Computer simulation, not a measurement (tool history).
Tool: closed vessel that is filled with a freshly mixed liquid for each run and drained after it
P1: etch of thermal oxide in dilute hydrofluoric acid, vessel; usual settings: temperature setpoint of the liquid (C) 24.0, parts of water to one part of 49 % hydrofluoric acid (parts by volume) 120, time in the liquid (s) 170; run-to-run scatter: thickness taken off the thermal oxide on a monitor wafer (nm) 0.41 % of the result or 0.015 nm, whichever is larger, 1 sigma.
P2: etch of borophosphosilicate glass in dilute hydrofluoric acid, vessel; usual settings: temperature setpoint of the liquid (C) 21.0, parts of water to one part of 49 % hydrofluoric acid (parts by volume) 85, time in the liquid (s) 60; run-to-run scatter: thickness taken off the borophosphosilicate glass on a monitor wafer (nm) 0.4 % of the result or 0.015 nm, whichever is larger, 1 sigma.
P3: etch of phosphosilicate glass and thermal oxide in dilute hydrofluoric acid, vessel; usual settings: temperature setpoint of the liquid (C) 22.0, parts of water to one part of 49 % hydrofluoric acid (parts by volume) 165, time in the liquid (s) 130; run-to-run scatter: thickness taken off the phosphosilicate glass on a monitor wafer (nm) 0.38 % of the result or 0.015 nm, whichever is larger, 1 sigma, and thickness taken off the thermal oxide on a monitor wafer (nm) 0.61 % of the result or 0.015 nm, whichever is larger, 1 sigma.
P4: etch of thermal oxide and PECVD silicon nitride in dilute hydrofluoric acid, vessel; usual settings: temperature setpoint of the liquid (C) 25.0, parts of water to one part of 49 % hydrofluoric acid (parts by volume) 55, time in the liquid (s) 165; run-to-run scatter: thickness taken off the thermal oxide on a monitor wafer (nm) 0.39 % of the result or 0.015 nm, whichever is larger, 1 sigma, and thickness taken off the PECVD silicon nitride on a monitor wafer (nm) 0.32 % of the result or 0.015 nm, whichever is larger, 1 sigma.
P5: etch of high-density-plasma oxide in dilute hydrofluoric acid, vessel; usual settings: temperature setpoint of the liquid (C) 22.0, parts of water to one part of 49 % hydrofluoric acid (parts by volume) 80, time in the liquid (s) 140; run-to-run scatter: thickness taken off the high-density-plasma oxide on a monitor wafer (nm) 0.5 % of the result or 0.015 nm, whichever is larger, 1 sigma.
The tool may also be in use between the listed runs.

| run | hour | process that ran | temperature setpoint of the liquid (C) | parts of water to one part of 49 % hydrofluoric acid (parts by volume) | time in the liquid (s) | hours since the thermometer was replaced | hours since the hydrofluoric acid flow meter was replaced | thickness taken off the thermal oxide on a monitor wafer (nm) | thickness taken off the borophosphosilicate glass on a monitor wafer (nm) | thickness taken off the PECVD silicon nitride on a monitor wafer (nm) | thickness taken off the high-density-plasma oxide on a monitor wafer (nm) | thickness taken off the phosphosilicate glass on a monitor wafer (nm) |
|---|---|---|---|---|---|---|---|---|---|---|---|---|
| 1 | 10.0 | P1 | 24.0 | 120 | 170 | 725.6 | 1923.7 | 6.3148 |  |  |  |  |
| 2 | 18.3 | P1 | 24.0 | 70 | 170 | 733.9 | 1932.0 | 11.3940 |  |  |  |  |
| 3 | 28.9 | P2 | 28.5 | 85 | 60 | 744.5 | 1942.6 |  | 23.0180 |  |  |  |
| 4 | 36.1 | P4 | 25.0 | 55 | 165 | 751.7 | 1949.8 | 16.2220 |  | 7.9024 |  |  |
| 5 | 44.2 | P1 | 24.0 | 170 | 170 | 759.8 | 1957.9 | 4.2030 |  |  |  |  |
| 6 | 51.0 | P1 | 24.0 | 120 | 170 | 766.6 | 1964.7 | 6.3144 |  |  |  |  |
| 7 | 58.9 | P1 | 24.0 | 120 | 250 | 774.5 | 1972.6 | 9.2348 |  |  |  |  |
| 8 | 67.1 | P2 | 21.0 | 85 | 30 | 782.7 | 1980.8 |  | 8.5390 |  |  |  |
| 9 | 72.4 | P1 | 24.0 | 120 | 170 | 788.0 | 1986.1 | 6.2823 |  |  |  |  |
| 10 | 79.9 | P4 | 25.0 | 55 | 165 | 795.5 | 1993.6 | 16.2090 |  | 7.9247 |  |  |
| 11 | 88.4 | P1 | 18.0 | 120 | 170 | 804.0 | 2002.1 | 4.9377 |  |  |  |  |
| 12 | 98.9 | P5 | 22.0 | 80 | 140 | 814.5 | 2012.6 |  |  |  | 12.628 |  |
| 13 | 104.7 | P3 | 17.0 | 165 | 130 | 820.3 | 2018.4 | 2.7273 |  |  |  | 32.545 |
| 14 | 114.7 | P5 | 22.0 | 35 | 140 | 830.3 | 2028.4 |  |  |  | 30.571 |  |
| 15 | 126.3 | P1 | 27.5 | 120 | 45 | 841.9 | 2040.0 | 1.8968 |  |  |  |  |
| 16 | 134.1 | P2 | 21.0 | 85 | 60 | 849.7 | 2047.8 |  | 17.1010 |  |  |  |
| 17 | 143.7 | P5 | 22.0 | 80 | 210 | 859.3 | 2057.4 |  |  |  | 19.002 |  |
| 18 | 155.6 | P1 | 17.5 | 120 | 265 | 871.2 | 2069.3 | 7.5244 |  |  |  |  |
| 19 | 162.0 | P2 | 21.0 | 140 | 60 | 877.6 | 2075.7 |  | 9.7872 |  |  |  |
| 20 | 173.3 | P1 | 24.0 | 120 | 35 | 888.9 | 2087.0 | 1.3232 |  |  |  |  |
| 21 | 181.5 | P3 | 22.0 | 290 | 130 | 897.1 | 2095.2 | 1.6854 |  |  |  | 19.934 |
| 22 | 187.8 | P1 | 24.0 | 120 | 170 | 903.4 | 2101.5 | 6.3206 |  |  |  |  |
| 23 | 195.3 | P4 | 25.0 | 20 | 165 | 910.9 | 2109.0 | 46.6690 |  | 21.0280 |  |  |
| 24 | 206.2 | P3 | 22.0 | 165 | 195 | 921.8 | 2119.9 | 5.0652 |  |  |  | 59.850 |
| 25 | 217.3 | P1 | 30.5 | 120 | 170 | 932.9 | 2131.0 | 8.0651 |  |  |  |  |
| 26 | 224.7 | P4 | 25.0 | 55 | 260 | 940.3 | 2138.4 | 25.5790 |  | 12.4030 |  |  |
| 27 | 236.7 | P5 | 18.0 | 80 | 140 | 952.3 | 2150.4 |  |  |  | 10.822 |  |
| 28 | 242.0 | P2 | 21.0 | 85 | 60 | 957.6 | 2155.7 |  | 17.0430 |  |  |  |
| 29 | 247.5 | P3 | 22.0 | 165 | 130 | 963.1 | 2161.2 | 3.3135 |  |  |  | 39.663 |
| 30 | 254.1 | P1 | 24.0 | 120 | 170 | 969.7 | 2167.8 | 6.3080 |  |  |  |  |
| 31 | 263.6 | P4 | 29.5 | 55 | 165 | 979.2 | 2177.3 | 19.3200 |  | 10.5530 |  |  |
| 32 | 274.8 | P1 | 24.0 | 120 | 170 | 990.4 | 2188.5 | 6.3260 |  |  |  |  |
| 33 | 281.6 | P1 | 24.0 | 120 | 170 | 997.2 | 2195.3 | 6.5907 |  |  |  |  |
| 34 | 287.2 | P1 | 24.0 | 120 | 170 | 1002.8 | 2200.9 | 6.7081 |  |  |  |  |
| 35 | 297.6 | P1 | 24.0 | 120 | 170 | 1013.2 | 2211.3 | 6.8394 |  |  |  |  |
| 36 | 309.6 | P1 | 24.0 | 120 | 170 | 1025.2 | 2223.3 | 6.8736 |  |  |  |  |
| 37 | 317.0 | P1 | 24.0 | 120 | 170 | 1032.6 | 2230.7 | 6.8822 |  |  |  |  |
| 38 | 323.8 | P1 | 24.0 | 120 | 170 | 1039.4 | 2237.5 | 6.8839 |  |  |  |  |

What P1 gives has crept away from where it was. These 2 causes fit the log equally well, each at the size given:
A: hydrofluoric acid flow above the setpoint (%) = 8.58
B: liquid hotter than its thermometer reads (K) = 2.43
The creep began at about hour 274.8.

4 check runs are offered, one wafer each, their results left as question marks. Which one tells the causes apart?
| check 1 | 330.6 | P2 | 21.0 | 85 | 60 |  |  |  | ? |  |  |  |
| check 2 | 330.6 | P4 | 25.0 | 55 | 165 |  |  | ? |  | ? |  |  |
| check 3 | 330.6 | P5 | 22.0 | 80 | 140 |  |  |  |  |  | ? |  |
| check 4 | 330.6 | P3 | 22.0 | 165 | 130 |  |  | ? |  |  |  | ? |

What each check would give under each cause:
| check | result | if A | if B |
|---|---|---|---|
| check 1 | thickness taken off the borophosphosilicate glass on a monitor wafer (nm) | 18.7050 | 18.8670 |
| check 2 | thickness taken off the thermal oxide on a monitor wafer (nm) | 17.6940 | 17.8640 |
| check 2 | thickness taken off the PECVD silicon nitride on a monitor wafer (nm) | 8.5168 | 9.2254 |
| check 3 | thickness taken off the high-density-plasma oxide on a monitor wafer (nm) | 13.836 | 13.953 |
| check 4 | thickness taken off the thermal oxide on a monitor wafer (nm) | 3.6853 | 3.6716 |
| check 4 | thickness taken off the phosphosilicate glass on a monitor wafer (nm) | 43.866 | 43.704 |
How far apart the two closest causes lie, in the result that separates them most: check 1 0.86 %; check 2 7.99 %; check 3 0.84 %; check 4 0.37 %
Only check 2 tells the causes apart: in the others they would give nearly the same result.

Then check 2 was run and gave: thickness taken off the thermal oxide on a monitor wafer (nm) 17.6990; thickness taken off the PECVD silicon nitride on a monitor wafer (nm) 8.4906. Which cause is it?

It is A: hydrofluoric acid flow above the setpoint (%).
